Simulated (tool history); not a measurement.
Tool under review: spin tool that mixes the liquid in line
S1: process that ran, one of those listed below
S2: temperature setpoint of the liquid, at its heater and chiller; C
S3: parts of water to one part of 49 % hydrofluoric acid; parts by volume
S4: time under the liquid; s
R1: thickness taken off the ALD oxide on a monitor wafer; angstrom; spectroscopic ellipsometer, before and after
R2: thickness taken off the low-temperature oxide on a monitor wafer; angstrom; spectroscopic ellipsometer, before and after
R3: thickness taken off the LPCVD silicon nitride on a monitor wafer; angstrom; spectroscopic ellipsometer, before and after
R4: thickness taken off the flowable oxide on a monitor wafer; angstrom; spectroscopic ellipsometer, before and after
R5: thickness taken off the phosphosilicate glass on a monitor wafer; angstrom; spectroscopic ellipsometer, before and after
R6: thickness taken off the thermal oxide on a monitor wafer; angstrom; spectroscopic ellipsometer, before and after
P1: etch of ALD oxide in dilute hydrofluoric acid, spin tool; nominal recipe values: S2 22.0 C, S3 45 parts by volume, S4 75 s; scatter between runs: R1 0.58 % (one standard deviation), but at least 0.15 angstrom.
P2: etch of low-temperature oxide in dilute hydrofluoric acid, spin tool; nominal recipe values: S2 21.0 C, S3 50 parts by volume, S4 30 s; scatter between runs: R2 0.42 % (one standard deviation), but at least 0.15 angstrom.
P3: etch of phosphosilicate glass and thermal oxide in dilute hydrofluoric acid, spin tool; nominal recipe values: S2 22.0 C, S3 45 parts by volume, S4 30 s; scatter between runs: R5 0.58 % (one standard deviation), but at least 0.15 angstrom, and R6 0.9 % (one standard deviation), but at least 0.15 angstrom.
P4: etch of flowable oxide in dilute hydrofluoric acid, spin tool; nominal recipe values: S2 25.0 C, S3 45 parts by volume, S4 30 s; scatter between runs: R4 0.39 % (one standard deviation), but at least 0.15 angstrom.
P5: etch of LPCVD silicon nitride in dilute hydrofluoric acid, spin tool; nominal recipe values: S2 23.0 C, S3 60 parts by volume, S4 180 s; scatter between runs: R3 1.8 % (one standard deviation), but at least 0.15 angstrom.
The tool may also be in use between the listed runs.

run	hour	S1	S2	S3	S4	R1	R2	R3	R4	R5	R6
1	5.9	P1	22.0	45	75	232.500					
2	10.0	P2	21.0	50	30		84.534				
3	16.0	P1	18.0	45	75	197.890					
4	22.2	P1	22.0	70	75	146.610					
5	26.5	P2	21.0	50	30		83.960				
6	30.2	P5	23.0	60	20			1.5655			
7	37.5	P2	21.0	20	30		217.860				
8	41.0	P1	22.0	45	75	234.970					
9	45.0	P1	29.0	45	75	311.010					
10	49.0	P5	23.0	60	180			15.2620			
11	53.8	P1	22.0	45	75	233.690					
12	58.4	P1	22.0	20	75	542.970					
13	65.5	P4	25.0	45	30				355.19		
14	68.9	P3	22.0	45	30					397.47	30.942
15	74.2	P5	17.0	60	180			9.8350			
16	79.0	P2	17.0	50	30		70.479				
17	82.6	P4	25.0	45	45				528.34		
18	86.4	P2	21.0	50	55		154.780				
19	91.9	P1	29.5	45	40	168.870					
# hour 95.2: thermometer replaced
20	96.8	P4	33.0	45	30				485.91		
21	101.4	P3	22.0	60	30					293.76	22.303
22	105.3	P4	25.0	45	30				354.27		
23	111.3	P5	23.0	60	180			15.1360			
24	117.8	P1	22.0	45	75	233.240					
25	123.2	P1	22.0	45	15	46.745					
26	128.1	P1	22.0	45	75	231.420					
27	131.8	P1	22.0	45	125	387.710					
28	136.7	P1	22.0	45	75	231.900					
29	143.2	P4	25.0	25	30				651.26		

Run 30 comes next. What will it give?
30	149.5	P5	23.0	110	180			?			

R3: 8.0349 angstrom
